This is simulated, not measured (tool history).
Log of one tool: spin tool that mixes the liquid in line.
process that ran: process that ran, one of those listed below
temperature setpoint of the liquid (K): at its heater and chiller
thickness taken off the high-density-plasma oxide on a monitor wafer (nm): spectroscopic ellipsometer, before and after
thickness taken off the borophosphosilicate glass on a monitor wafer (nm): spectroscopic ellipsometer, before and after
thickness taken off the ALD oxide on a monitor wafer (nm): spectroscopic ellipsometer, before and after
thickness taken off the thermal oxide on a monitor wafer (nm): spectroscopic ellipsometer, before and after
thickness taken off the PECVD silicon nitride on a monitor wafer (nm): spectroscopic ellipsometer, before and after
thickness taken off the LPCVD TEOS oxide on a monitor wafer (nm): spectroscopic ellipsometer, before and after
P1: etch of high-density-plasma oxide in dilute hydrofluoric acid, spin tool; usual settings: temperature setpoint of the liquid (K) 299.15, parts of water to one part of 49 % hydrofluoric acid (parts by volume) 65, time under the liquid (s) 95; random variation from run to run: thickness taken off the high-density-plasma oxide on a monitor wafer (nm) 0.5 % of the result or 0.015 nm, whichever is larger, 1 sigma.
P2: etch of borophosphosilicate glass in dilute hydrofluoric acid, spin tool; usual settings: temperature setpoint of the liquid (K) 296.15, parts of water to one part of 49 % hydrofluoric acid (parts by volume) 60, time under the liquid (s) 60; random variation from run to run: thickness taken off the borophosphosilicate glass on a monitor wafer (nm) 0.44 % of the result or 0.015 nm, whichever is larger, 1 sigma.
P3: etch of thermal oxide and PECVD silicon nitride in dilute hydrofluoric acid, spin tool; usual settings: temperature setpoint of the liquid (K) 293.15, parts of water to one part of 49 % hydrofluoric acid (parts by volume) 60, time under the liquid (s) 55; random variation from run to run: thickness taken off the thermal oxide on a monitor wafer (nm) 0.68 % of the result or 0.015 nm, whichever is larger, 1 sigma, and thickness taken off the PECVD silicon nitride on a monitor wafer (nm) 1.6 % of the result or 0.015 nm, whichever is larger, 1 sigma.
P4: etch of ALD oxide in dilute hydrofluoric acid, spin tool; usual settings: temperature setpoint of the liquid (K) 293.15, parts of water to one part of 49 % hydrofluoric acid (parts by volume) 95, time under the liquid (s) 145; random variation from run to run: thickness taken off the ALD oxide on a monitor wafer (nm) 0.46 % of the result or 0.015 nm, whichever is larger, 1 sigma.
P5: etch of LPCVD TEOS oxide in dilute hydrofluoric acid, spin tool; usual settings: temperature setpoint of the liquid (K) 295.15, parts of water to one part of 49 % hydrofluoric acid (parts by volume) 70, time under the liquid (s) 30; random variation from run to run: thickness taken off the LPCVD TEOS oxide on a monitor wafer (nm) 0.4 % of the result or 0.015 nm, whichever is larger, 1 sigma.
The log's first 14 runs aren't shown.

run	hour	process that ran	temperature setpoint of the liquid (K)	parts of water to one part of 49 % hydrofluoric acid (parts by volume)	time under the liquid (s)	hours since the thermometer was replaced	hours since the hydrofluoric acid flow meter was replaced	thickness taken off the high-density-plasma oxide on a monitor wafer (nm)	thickness taken off the borophosphosilicate glass on a monitor wafer (nm)	thickness taken off the ALD oxide on a monitor wafer (nm)	thickness taken off the thermal oxide on a monitor wafer (nm)	thickness taken off the PECVD silicon nitride on a monitor wafer (nm)	thickness taken off the LPCVD TEOS oxide on a monitor wafer (nm)
15	150.8	P1	299.15	65	95	1776.2	1235.6	11.765					
16	158.9	P5	301.15	70	30	1784.3	1243.7						9.4996
17	165.2	P1	304.15	65	95	1790.6	1250	14.334					
18	177.8	P4	293.15	95	145	1803.2	1262.6			24.898			
19	184.8	P1	299.15	65	95	1810.2	1269.6	11.678					
20	192.4	P5	295.15	30	30	1817.8	1277.2						18.15
21	198.8	P2	296.15	20	60	1824.2	1283.6		133.9				
22	206.4	P3	293.15	60	95	1831.8	1291.2				7.0911	2.4276	
23	213	P5	295.15	70	30	1838.4	1297.8						7.4177
24	218.6	P4	293.15	95	145	1844	1303.4			25.258			
25	226.5	P1	299.15	25	95	1851.9	1311.3	32.412					
26	233.7	P4	293.15	95	215	1859.1	1318.5			37.141			
27	240.7	P1	291.65	65	95	1866.1	1325.5	8.6012					
28	250.3	P5	295.15	70	15	1875.7	1335.1						3.6916
29	261.6	P1	299.15	65	95	1887	1346.4	11.775					
30	272.9	P1	299.15	65	95	1898.3	1357.7	11.759					
31	283.2	P5	295.15	70	30	1908.6	1368						7.4484
32	294	P1	291.15	110	95	1919.4	1378.8	4.762					
33	301.3	P2	301.15	60	60	1926.7	1386.1		51.545				
34	310.5	P1	299.15	65	95	1935.9	1395.3	11.811					
35	319.2	P1	299.15	65	95	1944.6	1404	11.392					

Run 36 comes next. What will it give?
36	326.2	P1	299.15	65	95	1951.6	1411	?					

{"run 36": {"thickness taken off the high-density-plasma oxide on a monitor wafer (nm)": 11.294}}

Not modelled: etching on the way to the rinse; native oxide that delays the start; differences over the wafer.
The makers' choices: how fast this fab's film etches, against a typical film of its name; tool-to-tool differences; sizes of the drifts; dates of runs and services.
